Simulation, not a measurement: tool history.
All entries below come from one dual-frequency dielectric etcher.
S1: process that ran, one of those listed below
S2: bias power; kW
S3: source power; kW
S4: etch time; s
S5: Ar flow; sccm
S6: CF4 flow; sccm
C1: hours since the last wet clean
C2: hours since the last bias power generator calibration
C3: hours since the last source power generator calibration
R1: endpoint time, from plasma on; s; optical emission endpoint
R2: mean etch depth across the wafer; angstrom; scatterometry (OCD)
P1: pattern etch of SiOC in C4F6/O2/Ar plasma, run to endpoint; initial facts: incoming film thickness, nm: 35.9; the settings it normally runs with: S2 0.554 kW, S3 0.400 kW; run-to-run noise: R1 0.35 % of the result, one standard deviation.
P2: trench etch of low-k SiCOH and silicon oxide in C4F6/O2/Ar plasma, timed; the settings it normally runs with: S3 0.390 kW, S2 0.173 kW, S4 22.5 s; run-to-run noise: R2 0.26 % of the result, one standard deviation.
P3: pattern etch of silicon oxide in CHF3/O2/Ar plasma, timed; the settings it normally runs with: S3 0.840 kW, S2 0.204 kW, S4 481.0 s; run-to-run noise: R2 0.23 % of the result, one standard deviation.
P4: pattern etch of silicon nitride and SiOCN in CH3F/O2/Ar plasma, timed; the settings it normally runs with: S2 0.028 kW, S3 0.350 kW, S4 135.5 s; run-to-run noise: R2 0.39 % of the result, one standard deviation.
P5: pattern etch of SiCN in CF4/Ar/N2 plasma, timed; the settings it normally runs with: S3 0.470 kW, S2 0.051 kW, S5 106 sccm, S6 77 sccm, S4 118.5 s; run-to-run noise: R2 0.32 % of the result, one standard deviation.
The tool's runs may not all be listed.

run 1 hour=5.6 | S1=P1 S2=0.554 S3=0.400 | C1=287.2 C2=1014.1 C3=723.5 | R1=11.1880
run 2 hour=11.8 | S1=P4 S2=0.020 S3=0.350 S4=135.5 | C1=293.4 C2=1020.3 C3=729.7 | R2=165.11
run 3 hour=18.8 | S1=P2 S2=0.134 S3=0.390 S4=22.5 | C1=300.4 C2=1027.3 C3=736.7 | R2=633.87
run 4 hour=25.0 | S1=P1 S2=0.554 S3=0.400 | C1=306.6 C2=1033.5 C3=742.9 | R1=11.1890
run 5 hour=33.9 | S1=P1 S2=0.554 S3=0.400 | C1=315.5 C2=1042.4 C3=751.8 | R1=11.2440
run 6 hour=41.0 | S1=P1 S2=0.554 S3=0.300 | C1=322.6 C2=1049.5 C3=758.9 | R1=12.4020
-- hour=44.2 wet clean of the chamber
run 7 hour=48.5 | S1=P1 S2=0.714 S3=0.400 | C1=4.3 C2=1057.0 C3=766.4 | R1=10.2130
run 8 hour=53.2 | S1=P5 S2=0.066 S3=0.470 S4=118.5 S5=106 S6=77 | C1=9.0 C2=1061.7 C3=771.1 | R2=1050.60
run 9 hour=61.0 | S1=P1 S2=0.365 S3=0.300 | C1=16.8 C2=1069.5 C3=778.9 | R1=14.5630
run 10 hour=70.8 | S1=P5 S2=0.051 S3=0.470 S4=118.5 S5=106 S6=54 | C1=26.6 C2=1079.3 C3=788.7 | R2=913.55
run 11 hour=78.5 | S1=P4 S2=0.028 S3=0.350 S4=183.0 | C1=34.3 C2=1087.0 C3=796.4 | R2=260.22
run 12 hour=86.0 | S1=P1 S2=0.655 S3=0.310 | C1=41.8 C2=1094.5 C3=803.9 | R1=11.5950
run 13 hour=94.2 | S1=P1 S2=0.361 S3=0.400 | C1=50.0 C2=1102.7 C3=812.1 | R1=13.2060
run 14 hour=99.2 | S1=P5 S2=0.051 S3=0.470 S4=65.0 S5=106 S6=77 | C1=55.0 C2=1107.7 C3=817.1 | R2=529.32
run 15 hour=106.4 | S1=P1 S2=0.554 S3=0.550 | C1=62.2 C2=1114.9 C3=824.3 | R1=9.9650
run 16 hour=114.3 | S1=P2 S2=0.173 S3=0.460 S4=22.5 | C1=70.1 C2=1122.8 C3=832.2 | R2=734.23
run 17 hour=120.3 | S1=P3 S2=0.204 S3=0.840 S4=700.0 | C1=76.1 C2=1128.8 C3=838.2 | R2=16792.00
run 18 hour=130.3 | S1=P4 S2=0.028 S3=0.350 S4=135.5 | C1=86.1 C2=1138.8 C3=848.2 | R2=193.38
run 19 hour=136.5 | S1=P3 S2=0.204 S3=0.840 S4=481.0 | C1=92.3 C2=1145.0 C3=854.4 | R2=11550.00
run 20 hour=143.8 | S1=P3 S2=0.204 S3=0.840 S4=481.0 | C1=99.6 C2=1152.3 C3=861.7 | R2=11535.00
run 21 hour=150.2 | S1=P2 S2=0.173 S3=0.390 S4=17.0 | C1=106.0 C2=1158.7 C3=868.1 | R2=517.02
run 22 hour=159.1 | S1=P5 S2=0.051 S3=0.470 S4=118.5 S5=65 S6=77 | C1=114.9 C2=1167.6 C3=877.0 | R2=1050.30
run 23 hour=163.6 | S1=P4 S2=0.028 S3=0.350 S4=135.5 | C1=119.4 C2=1172.1 C3=881.5 | R2=193.46
run 24 hour=170.1 | S1=P2 S2=0.173 S3=0.390 S4=22.5 | C1=125.9 C2=1178.6 C3=888.0 | R2=684.79
run 25 hour=177.9 | S1=P5 S2=0.051 S3=0.590 S4=118.5 S5=106 S6=77 | C1=133.7 C2=1186.4 C3=895.8 | R2=1194.30
run 26 hour=186.1 | S1=P1 S2=0.706 S3=0.510 | C1=141.9 C2=1194.6 C3=904.0 | R1=9.3472
run 27 hour=191.0 | S1=P3 S2=0.150 S3=0.840 S4=481.0 | C1=146.8 C2=1199.5 C3=908.9 | R2=10451.00
run 28 hour=200.2 | S1=P1 S2=0.554 S3=0.400 | C1=156.0 C2=1208.7 C3=918.1 | R1=11.2850
run 29 hour=207.4 | S1=P1 S2=0.554 S3=0.400 | C1=163.2 C2=1215.9 C3=925.3 | R1=11.2220
run 30 hour=212.3 | S1=P3 S2=0.204 S3=1.060 S4=481.0 | C1=168.1 C2=1220.8 C3=930.2 | R2=12657.00
run 31 hour=220.2 | S1=P1 S2=0.554 S3=0.400 | C1=176.0 C2=1228.7 C3=938.1 | R1=11.3070
run 32 hour=229.9 | S1=P4 S2=0.028 S3=0.270 S4=135.5 | C1=185.7 C2=1238.4 C3=947.8 | R2=176.12
run 33 hour=238.4 | S1=P5 S2=0.051 S3=0.470 S4=118.5 S5=106 S6=77 | C1=194.2 C2=1246.9 C3=956.3 | R2=973.78
run 34 hour=243.4 | S1=P1 S2=0.554 S3=0.400 | C1=199.2 C2=1251.9 C3=961.3 | R1=11.2860
run 35 hour=249.0 | S1=P1 S2=0.554 S3=0.400 | C1=204.8 C2=1257.5 C3=966.9 | R1=11.3690
run 36 hour=254.1 | S1=P1 S2=0.554 S3=0.400 | C1=209.9 C2=1262.6 C3=972.0 | R1=11.4240
run 37 hour=260.3 | S1=P1 S2=0.554 S3=0.400 | C1=216.1 C2=1268.8 C3=978.2 | R1=11.4000
-- hour=262.5 wet clean of the chamber
run 38 hour=266.8 | S1=P1 S2=0.554 S3=0.400 | C1=4.4 C2=1275.3 C3=984.7 | R1=11.4220
run 39 hour=275.8 | S1=P1 S2=0.554 S3=0.400 | C1=13.4 C2=1284.3 C3=993.7 | R1=11.4610
run 40 hour=283.1 | S1=P1 S2=0.554 S3=0.400 | C1=20.7 C2=1291.6 C3=1001.0 | R1=11.4110

Compared with where it was, what P1 gives has crept away. Each cause listed below fits the log as well as the rest, at the size given for it:
A: bias power that arrives under what is set, % = 4.69
B: source power that arrives under what is set, % = 4.82
At approximately hour 243.4, the process output began to creep.
Each remaining cause and why it is not a fit:
chamber walls in a state that lowers the etch rate, %: maintenance at hour 262.5, after the shift began, did not return the process to its former output

The check runs listed below each take one wafer, and their results are still question marks. Under which run would the listed causes lead to clearly different results?
run check 1 hour=290.4 | S1=P3 S2=0.204 S3=0.840 S4=481.0 | R2=?
run check 2 hour=290.4 | S1=P5 S2=0.051 S3=0.470 S4=118.5 S5=106 S6=77 | R2=?
run check 3 hour=290.4 | S1=P4 S2=0.028 S3=0.350 S4=135.5 | R2=?
run check 4 hour=290.4 | S1=P2 S2=0.173 S3=0.390 S4=22.5 | R2=?

What each check would give under each cause:
check=check_1 result=R2 if_A=11361.00 if_B=11329.00
check=check_2 result=R2 if_A=954.87 if_B=927.85
check=check_3 result=R2 if_A=189.08 if_B=190.15
check=check_4 result=R2 if_A=675.10 if_B=672.22
Per check, the gap between the least separated pair of causes, taken in the result that splits them most: check 1 0.28 %; check 2 2.87 %; check 3 0.57 %; check 4 0.43 %
The other checks would show nearly matching results whichever cause is true, so check 2 is the only one that separates the causes.

Then check 2 was run and gave: R2 927.69 angstrom. Which cause is it?

B is the cause: source power that arrives under what is set, %.

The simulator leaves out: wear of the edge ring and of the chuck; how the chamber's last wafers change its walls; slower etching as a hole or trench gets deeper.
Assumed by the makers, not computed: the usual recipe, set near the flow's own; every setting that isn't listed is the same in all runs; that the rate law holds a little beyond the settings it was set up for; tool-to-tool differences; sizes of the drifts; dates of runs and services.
